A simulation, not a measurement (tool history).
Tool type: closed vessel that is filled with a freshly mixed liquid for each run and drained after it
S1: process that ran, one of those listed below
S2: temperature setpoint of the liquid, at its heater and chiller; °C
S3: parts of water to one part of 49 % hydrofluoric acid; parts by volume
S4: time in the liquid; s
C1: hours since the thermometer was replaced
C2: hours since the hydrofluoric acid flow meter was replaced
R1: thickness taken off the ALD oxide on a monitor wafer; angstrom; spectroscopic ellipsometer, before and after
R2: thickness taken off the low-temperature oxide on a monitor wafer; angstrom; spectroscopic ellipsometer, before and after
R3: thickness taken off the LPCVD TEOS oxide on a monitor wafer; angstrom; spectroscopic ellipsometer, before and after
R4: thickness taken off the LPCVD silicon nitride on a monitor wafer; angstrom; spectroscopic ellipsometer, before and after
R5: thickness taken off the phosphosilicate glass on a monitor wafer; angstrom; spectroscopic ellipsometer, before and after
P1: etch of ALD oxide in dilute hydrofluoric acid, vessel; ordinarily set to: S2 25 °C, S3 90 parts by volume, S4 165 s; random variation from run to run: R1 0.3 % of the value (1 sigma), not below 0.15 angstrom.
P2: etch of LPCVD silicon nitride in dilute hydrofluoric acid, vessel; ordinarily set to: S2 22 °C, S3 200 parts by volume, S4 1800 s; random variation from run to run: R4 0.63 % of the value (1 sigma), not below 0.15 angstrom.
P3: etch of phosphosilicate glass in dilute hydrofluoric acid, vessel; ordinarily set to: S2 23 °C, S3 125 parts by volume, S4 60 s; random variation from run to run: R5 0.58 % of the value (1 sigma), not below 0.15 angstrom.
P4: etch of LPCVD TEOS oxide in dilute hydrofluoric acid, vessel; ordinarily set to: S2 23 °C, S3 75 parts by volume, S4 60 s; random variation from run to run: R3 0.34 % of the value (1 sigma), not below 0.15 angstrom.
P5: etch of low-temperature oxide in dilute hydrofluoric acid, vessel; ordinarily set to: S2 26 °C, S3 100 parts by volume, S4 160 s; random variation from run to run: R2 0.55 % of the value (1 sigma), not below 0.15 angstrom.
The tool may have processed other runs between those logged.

run 1 day=0.283 | S1=P1 S2=25 S3=90 S4=165 | C1=1005.4 C2=546.6 | R1=205.28
run 2 day=0.625 | S1=P5 S2=26 S3=100 S4=160 | C1=1013.6 C2=554.8 | R2=366.61
run 3 day=1 | S1=P4 S2=23 S3=75 S4=60 | C1=1022.6 C2=563.8 | R3=315.96
run 4 day=1.342 | S1=P1 S2=25 S3=35 S4=165 | C1=1030.8 C2=572 | R1=567.24
run 5 day=1.654 | S1=P1 S2=25 S3=150 S4=165 | C1=1038.3 C2=579.5 | R1=114.39
run 6 day=2.025 | S1=P2 S2=27 S3=200 S4=1800 | C1=1047.2 C2=588.4 | R4=57.267
run 7 day=2.629 | S1=P1 S2=25 S3=90 S4=70 | C1=1061.7 C2=602.9 | R1=87.844
run 8 day=2.912 | S1=P2 S2=22 S3=200 S4=1800 | C1=1068.5 C2=609.7 | R4=40.837
run 9 day=3.425 | S1=P1 S2=25 S3=90 S4=165 | C1=1080.8 C2=622 | R1=206.25
run 10 day=3.788 | S1=P1 S2=31.5 S3=90 S4=315 | C1=1089.5 C2=630.7 | R1=505.59
run 11 day=4.121 | S1=P1 S2=25 S3=90 S4=300 | C1=1097.5 C2=638.7 | R1=374.08
run 12 day=4.579 | S1=P5 S2=26 S3=100 S4=305 | C1=1108.5 C2=649.7 | R2=700.96
run 13 day=5.142 | S1=P5 S2=30 S3=100 S4=160 | C1=1122 C2=663.2 | R2=424.67
run 14 day=5.646 | S1=P5 S2=26 S3=100 S4=160 | C1=1134.1 C2=675.3 | R2=365.28
run 15 day=5.95 | S1=P5 S2=26 S3=60 S4=160 | C1=1141.4 C2=682.6 | R2=638.73
run 16 day=6.392 | S1=P3 S2=23 S3=125 S4=60 | C1=1152 C2=693.2 | R5=377.39
run 17 day=6.896 | S1=P1 S2=25 S3=90 S4=165 | C1=1164.1 C2=705.3 | R1=205.15
run 18 day=7.404 | S1=P1 S2=25 S3=90 S4=165 | C1=1176.3 C2=717.5 | R1=205.66
run 19 day=7.817 | S1=P3 S2=23 S3=205 S4=60 | C1=1186.2 C2=727.4 | R5=207.44
run 20 day=8.3 | S1=P3 S2=23 S3=125 S4=30 | C1=1197.8 C2=739 | R5=187.73
run 21 day=8.875 | S1=P1 S2=21.5 S3=90 S4=165 | C1=1211.6 C2=752.8 | R1=178.44
run 22 day=9.329 | S1=P2 S2=22 S3=200 S4=3060 | C1=1222.5 C2=763.7 | R4=71.045
run 23 day=9.742 | S1=P3 S2=17 S3=125 S4=60 | C1=1232.4 C2=773.6 | R5=293.02
run 24 day=10.196 | S1=P4 S2=23 S3=75 S4=30 | C1=1243.3 C2=784.5 | R3=157.05
run 25 day=10.667 | S1=P2 S2=22 S3=355 S4=1800 | C1=1254.6 C2=795.8 | R4=23.864
run 26 day=11.258 | S1=P4 S2=23 S3=25 S4=60 | C1=1268.8 C2=810 | R3=1005.4
run 27 day=11.546 | S1=P1 S2=25 S3=90 S4=165 | C1=1275.7 C2=816.9 | R1=206
run 28 day=11.912 | S1=P4 S2=29.5 S3=75 S4=60 | C1=1284.5 C2=825.7 | R3=409.49
run 29 day=12.417 | S1=P1 S2=32 S3=90 S4=165 | C1=1296.6 C2=837.8 | R1=269.86
run 30 day=12.962 | S1=P1 S2=25 S3=90 S4=165 | C1=1309.7 C2=850.9 | R1=205.43
run 31 day=13.438 | S1=P1 S2=25 S3=90 S4=165 | C1=1321.1 C2=862.3 | R1=201.43
run 32 day=13.838 | S1=P1 S2=25 S3=90 S4=165 | C1=1330.7 C2=871.9 | R1=196.5
run 33 day=14.233 | S1=P1 S2=25 S3=90 S4=165 | C1=1340.2 C2=881.4 | R1=196.35
run 34 day=14.758 | S1=P1 S2=25 S3=90 S4=165 | C1=1352.8 C2=894 | R1=193.23
run 35 day=15.079 | S1=P1 S2=25 S3=90 S4=165 | C1=1360.5 C2=901.7 | R1=192.48
run 36 day=15.629 | S1=P1 S2=25 S3=90 S4=165 | C1=1373.7 C2=914.9 | R1=191.81
run 37 day=16.108 | S1=P1 S2=25 S3=90 S4=165 | C1=1385.2 C2=926.4 | R1=190.79
run 38 day=16.438 | S1=P1 S2=25 S3=90 S4=165 | C1=1393.1 C2=934.3 | R1=190.3
run 39 day=16.875 | S1=P1 S2=25 S3=90 S4=165 | C1=1403.6 C2=944.8 | R1=190.51
run 40 day=17.292 | S1=P1 S2=25 S3=90 S4=165 | C1=1413.6 C2=954.8 | R1=190.03

The output of P1 has drifted from where it used to be. Each of the 2 causes below, taken at the size shown beside it, accounts for the log equally well:
A: hydrofluoric acid flow below the setpoint (%) = 6.53
B: liquid colder than its thermometer reads (K) = 1.9
Onset of the creep was near day 12.962.

Which of the check runs below tells the causes apart, meaning the causes would give it clearly different results? Each run uses 2 wafers whose results are averaged, and each result is shown as a question mark.
run check 1 day=17.708 | S1=P5 S2=26 S3=70 S4=220 | R2=?
run check 2 day=17.708 | S1=P4 S2=28.5 S3=75 S4=30 | R3=?
run check 3 day=17.708 | S1=P3 S2=23 S3=185 S4=60 | R5=?
run check 4 day=17.708 | S1=P2 S2=22 S3=280 S4=1800 | R4=?

Expected result of each check under each candidate cause:
check=check_1 result=R2 if_A=692.06 if_B=690.54
check=check_2 result=R3 if_A=181.92 if_B=182.02
check=check_3 result=R5 if_A=217.73 if_B=219.66
check=check_4 result=R4 if_A=27.919 if_B=26.449
Smallest distance between any two causes, each pair judged by its most separating result, in per cent: check 1 0.22 %; check 2 0.06 %; check 3 0.88 %; check 4 5.41 %
Only check 4 tells the causes apart: in the others they would give nearly the same result.

With check 4 done, the readings were: R4 28.085 angstrom. Identify which of the listed causes applies.

It is A: hydrofluoric acid flow below the setpoint (%).
